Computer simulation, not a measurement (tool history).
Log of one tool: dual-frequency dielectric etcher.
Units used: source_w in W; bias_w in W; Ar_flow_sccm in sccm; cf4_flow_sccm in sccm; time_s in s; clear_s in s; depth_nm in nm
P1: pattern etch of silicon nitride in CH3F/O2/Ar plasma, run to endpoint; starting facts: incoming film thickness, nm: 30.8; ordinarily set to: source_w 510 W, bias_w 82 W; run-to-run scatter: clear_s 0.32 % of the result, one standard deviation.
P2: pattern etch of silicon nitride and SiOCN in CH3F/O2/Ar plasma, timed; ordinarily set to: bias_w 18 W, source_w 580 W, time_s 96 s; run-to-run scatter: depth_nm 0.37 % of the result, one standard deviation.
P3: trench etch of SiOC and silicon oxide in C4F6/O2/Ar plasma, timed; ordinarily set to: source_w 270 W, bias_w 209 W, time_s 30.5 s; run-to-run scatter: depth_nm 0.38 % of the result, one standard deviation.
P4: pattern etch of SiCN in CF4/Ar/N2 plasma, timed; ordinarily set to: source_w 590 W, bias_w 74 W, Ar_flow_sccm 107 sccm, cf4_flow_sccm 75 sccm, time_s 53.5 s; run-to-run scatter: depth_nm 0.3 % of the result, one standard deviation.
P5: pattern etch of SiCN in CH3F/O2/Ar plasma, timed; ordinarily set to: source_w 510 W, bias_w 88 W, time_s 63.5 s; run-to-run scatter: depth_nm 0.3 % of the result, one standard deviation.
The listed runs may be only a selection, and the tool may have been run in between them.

| run | hour | process | source_w | bias_w | Ar_flow_sccm | cf4_flow_sccm | time_s | hours since the last wet clean | hours since the last source power generator calibration | hours since the last bias power generator calibration | clear_s | depth_nm |
|---|---|---|---|---|---|---|---|---|---|---|---|---|
| 1 | 10.3 | P1 | 510 | 82 |  |  |  | 232 | 1767.7 | 667.1 | 39.583 |  |
| 2 | 24.2 | P1 | 630 | 50 |  |  |  | 245.9 | 1781.6 | 681 | 42.646 |  |
| 3 | 33.3 | P4 | 590 | 74 | 107 | 53 | 53.5 | 255 | 1790.7 | 690.1 |  | 57.825 |
| 4 | 50.4 | P1 | 350 | 82 |  |  |  | 272.1 | 1807.8 | 707.2 | 45.659 |  |
| 5 | 61.5 | P5 | 510 | 115 |  |  | 63.5 | 283.2 | 1818.9 | 718.3 |  | 31.491 |
| 6 | 74.3 | P1 | 510 | 82 |  |  |  | 296 | 1831.7 | 731.1 | 39.543 |  |
| 7 | 84 | P4 | 590 | 57 | 107 | 75 | 53.5 | 305.7 | 1841.4 | 740.8 |  | 56.165 |
| 8 | 97.4 | P5 | 510 | 88 |  |  | 63.5 | 319.1 | 1854.8 | 754.2 |  | 28.381 |
| 9 | 115.8 | P4 | 590 | 74 | 107 | 75 | 53.5 | 337.5 | 1873.2 | 772.6 |  | 61.154 |
| 10 | 131.4 | P1 | 510 | 62 |  |  |  | 353.1 | 1888.8 | 788.2 | 43.381 |  |
| 11 | 146.3 | P5 | 510 | 88 |  |  | 63.5 | 368 | 1903.7 | 803.1 |  | 28.523 |
| 12 | 162.4 | P3 | 170 | 209 |  |  | 30.5 | 384.1 | 1919.8 | 819.2 |  | 43.832 |
| 13 | 180.2 | P1 | 510 | 107 |  |  |  | 401.9 | 1937.6 | 837 | 35.876 |  |
| 14 | 195.3 | P2 | 580 | 18 |  |  | 69.5 | 417 | 1952.7 | 852.1 |  | 10.055 |
| 15 | 210.5 | P1 | 340 | 110 |  |  |  | 432.2 | 1967.9 | 867.3 | 41.234 |  |
| 16 | 225.8 | P2 | 810 | 18 |  |  | 96 | 447.5 | 1983.2 | 882.6 |  | 15.632 |
| 17 | 236.5 | P4 | 590 | 74 | 107 | 75 | 53.5 | 458.2 | 1993.9 | 893.3 |  | 61.289 |
| 18 | 249.5 | P1 | 670 | 108 |  |  |  | 471.2 | 2006.9 | 906.3 | 32.297 |  |
| 19 | 259.6 | P4 | 790 | 74 | 107 | 75 | 53.5 | 481.3 | 2017 | 916.4 |  | 79.493 |
| 20 | 274.4 | P1 | 510 | 82 |  |  |  | 496.1 | 2031.8 | 931.2 | 39.384 |  |
| 21 | 284.7 | P1 | 510 | 82 |  |  |  | 506.4 | 2042.1 | 941.5 | 39.456 |  |
| 22 | 296.7 | P2 | 580 | 24 |  |  | 96 | 518.4 | 2054.1 | 953.5 |  | 15.669 |
| 23 | 305.8 | P3 | 270 | 209 |  |  | 30.5 | 527.5 | 2063.2 | 962.6 |  | 52.243 |
| 24 | 321.1 | P5 | 510 | 88 |  |  | 36 | 542.8 | 2078.5 | 977.9 |  | 16.071 |
| 25 | 337.8 | P1 | 690 | 82 |  |  |  | 559.5 | 2095.2 | 994.6 | 35.255 |  |
| 26 | 349.9 | P3 | 270 | 209 |  |  | 41.5 | 571.6 | 2107.3 | 1006.7 |  | 71.355 |
| 27 | 365.3 | P1 | 510 | 82 |  |  |  | 587 | 2122.7 | 1022.1 | 39.724 |  |
| 28 | 375.1 | P5 | 410 | 88 |  |  | 63.5 | 596.8 | 2132.5 | 1031.9 |  | 26.236 |
| 29 | 393.2 | P3 | 270 | 295 |  |  | 30.5 | 614.9 | 2150.6 | 1050 |  | 59.296 |
| 30 | 411.8 | P4 | 590 | 74 | 135 | 75 | 53.5 | 633.5 | 2169.2 | 1068.6 |  | 59.129 |
| 31 | 423.7 | P4 | 590 | 74 | 107 | 75 | 72 | 645.4 | 2181.1 | 1080.5 |  | 82.147 |
| 32 | 439.9 | P3 | 270 | 209 |  |  | 30.5 | 661.6 | 2197.3 | 1096.7 |  | 52.646 |
| 33 | 451.7 | P2 | 580 | 18 |  |  | 96 | 673.4 | 2209.1 | 1108.5 |  | 13.8 |

Run 34 is up next; what results do you expect?
| 34 | 462.2 | P2 | 580 | 18 |  |  | 96 | 683.9 | 2219.6 | 1119 |  | ? |

{"run 34": {"depth_nm": 13.838}}

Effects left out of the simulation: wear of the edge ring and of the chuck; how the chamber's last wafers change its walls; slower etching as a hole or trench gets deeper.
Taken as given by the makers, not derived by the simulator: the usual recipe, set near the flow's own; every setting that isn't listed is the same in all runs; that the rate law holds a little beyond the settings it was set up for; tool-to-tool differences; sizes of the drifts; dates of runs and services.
